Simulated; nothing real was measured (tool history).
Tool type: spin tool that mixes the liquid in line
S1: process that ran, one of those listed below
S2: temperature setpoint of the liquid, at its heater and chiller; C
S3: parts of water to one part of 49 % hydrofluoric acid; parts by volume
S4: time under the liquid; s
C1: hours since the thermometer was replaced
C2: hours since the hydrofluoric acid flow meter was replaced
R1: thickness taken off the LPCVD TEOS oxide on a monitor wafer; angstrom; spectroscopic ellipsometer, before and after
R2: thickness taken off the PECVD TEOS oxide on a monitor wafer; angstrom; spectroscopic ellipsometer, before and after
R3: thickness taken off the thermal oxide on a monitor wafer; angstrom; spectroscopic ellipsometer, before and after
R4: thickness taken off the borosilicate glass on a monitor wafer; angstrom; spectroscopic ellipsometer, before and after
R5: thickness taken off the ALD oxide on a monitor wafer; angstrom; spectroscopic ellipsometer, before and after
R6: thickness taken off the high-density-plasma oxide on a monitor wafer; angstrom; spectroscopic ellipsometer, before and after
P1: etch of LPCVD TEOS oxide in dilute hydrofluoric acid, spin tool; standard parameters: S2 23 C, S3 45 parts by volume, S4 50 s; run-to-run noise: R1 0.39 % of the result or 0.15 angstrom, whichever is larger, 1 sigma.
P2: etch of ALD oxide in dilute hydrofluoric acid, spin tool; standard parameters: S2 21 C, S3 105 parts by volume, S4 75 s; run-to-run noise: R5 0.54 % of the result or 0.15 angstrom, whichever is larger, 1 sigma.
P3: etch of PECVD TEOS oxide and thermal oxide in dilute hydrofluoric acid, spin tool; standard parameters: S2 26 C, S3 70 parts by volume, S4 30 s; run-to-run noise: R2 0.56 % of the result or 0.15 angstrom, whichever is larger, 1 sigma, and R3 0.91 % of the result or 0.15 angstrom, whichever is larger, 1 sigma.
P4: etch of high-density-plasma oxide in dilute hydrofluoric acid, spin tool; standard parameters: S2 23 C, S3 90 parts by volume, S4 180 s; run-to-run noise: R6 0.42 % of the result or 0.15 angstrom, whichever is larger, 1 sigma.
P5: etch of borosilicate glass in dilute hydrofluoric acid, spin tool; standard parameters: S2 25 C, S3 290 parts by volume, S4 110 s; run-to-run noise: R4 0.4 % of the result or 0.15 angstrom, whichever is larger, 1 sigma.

run	day	S1	S2	S3	S4	C1	C2	R1	R2	R3	R4	R5	R6
1	0.246	P1	23	45	50	1190.8	622	544.88					
2	0.662	P3	26	70	30	1200.8	632		91.558	23.598			
3	1.033	P1	30.5	45	50	1209.7	640.9	738.49					
4	1.3	P5	25	290	20	1216.1	647.3				10.575		
5	1.779	P5	25	460	110	1227.6	658.8				31.376		
6	2.175	P5	33	290	110	1237.1	668.3				75.241		
7	2.554	P1	23	45	50	1246.2	677.4	543.56					
8	3.033	P1	23	45	50	1257.7	688.9	547.56					
9	3.354	P2	21	105	75	1265.4	696.6					63.645	
10	3.8	P2	21	105	15	1276.1	707.3					12.38	
11	4.1	P3	26	115	30	1283.3	714.5		53.248	13.545			
# day 4.458: hydrofluoric acid flow meter replaced
12	4.488	P3	26	70	45	1292.6	0.8		137.7	35.316			
13	4.871	P2	21	150	75	1301.8	10					42.828	
14	5.171	P2	21	105	75	1309	17.2					64.163	
15	5.5	P4	23	90	80	1316.9	25.1						49.098
16	5.938	P5	25	290	110	1327.4	35.6				58.233		
17	6.2	P4	23	90	180	1333.7	41.9						110.18
18	6.521	P4	19	90	180	1341.4	49.6						94.342
19	6.862	P3	26	70	30	1349.6	57.8		92.843	23.177			
20	7.379	P1	17	45	50	1362	70.2	421.57					
21	7.625	P1	23	45	15	1367.9	76.1	163.74					
22	7.954	P1	23	45	80	1375.8	84	872.71					
23	8.371	P4	23	130	180	1385.8	94						73.129
24	8.775	P1	23	45	50	1395.5	103.7	544.59					
25	9.058	P5	25	290	110	1402.3	110.5				57.782		
26	9.421	P1	23	25	50	1411	119.2	1010.6					
27	9.917	P1	23	75	50	1422.9	131.1	315.86					
28	10.2	P1	23	45	50	1429.7	137.9	544.93					
29	10.625	P1	23	45	50	1439.9	148.1	543.04					
30	11.025	P3	30	70	30	1449.5	157.7		107.6	27.659			
31	11.338	P1	23	70	90	1457	165.2	610.35					
32	11.679	P4	23	90	180	1465.2	173.4						110.4
33	12	P1	23	70	75	1472.9	181.1	510.03					
34	12.233	P2	25.5	105	75	1478.5	186.7					75.855	
35	12.6	P1	23	45	50	1487.3	195.5	548.16					
36	12.925	P1	23	45	50	1495.1	203.3	565.08					
37	13.321	P1	23	45	50	1504.6	212.8	578.46					
38	13.642	P1	23	45	50	1512.3	220.5	589.08					
39	13.971	P1	23	45	50	1520.2	228.4	594.48					
40	14.488	P1	23	45	50	1532.6	240.8	601.77					
41	14.975	P1	23	45	50	1544.3	252.5	597.84					
42	15.375	P1	23	45	50	1553.9	262.1	600.37					
43	15.762	P1	23	45	50	1563.2	271.4	603.83					

Something has made what P1 gives creep away from where it was; the 2 causes below, each at its own stated size, fit the log equally well:
A: liquid hotter than its thermometer reads (K) = 2.43
B: hydrofluoric acid flow above the setpoint (%) = 9.96
The gradual shift began around day 12.6.

The check runs listed below each take one wafer, and their results are still question marks. Under which run would the listed causes lead to clearly different results?
check 1	16.15	P5	25	290	110						?		
check 2	16.15	P4	23	90	180								?
check 3	16.15	P2	21	105	75							?	
check 4	16.15	P3	26	70	30				?	?			

Expected result of each check under each candidate cause:
check	result	if A	if B
check 1	R4	62.938	65.444
check 2	R6	121.44	122.43
check 3	R5	70.495	71.083
check 4	R2	101.64	102.43
check 4	R3	25.854	26.054
Minimum pairwise separation of causes per check, each pair taken at its best-separating result: check 1 3.9 %; check 2 0.81 %; check 3 0.83 %; check 4 0.77 %
Of the check runs offered, only check 1 discriminates between the causes; the rest would read about the same regardless of which cause applies.

Check 1 has now been run. It gave: R4 64.858 angstrom. Which of the candidate causes is it?

The cause is B: hydrofluoric acid flow above the setpoint (%).
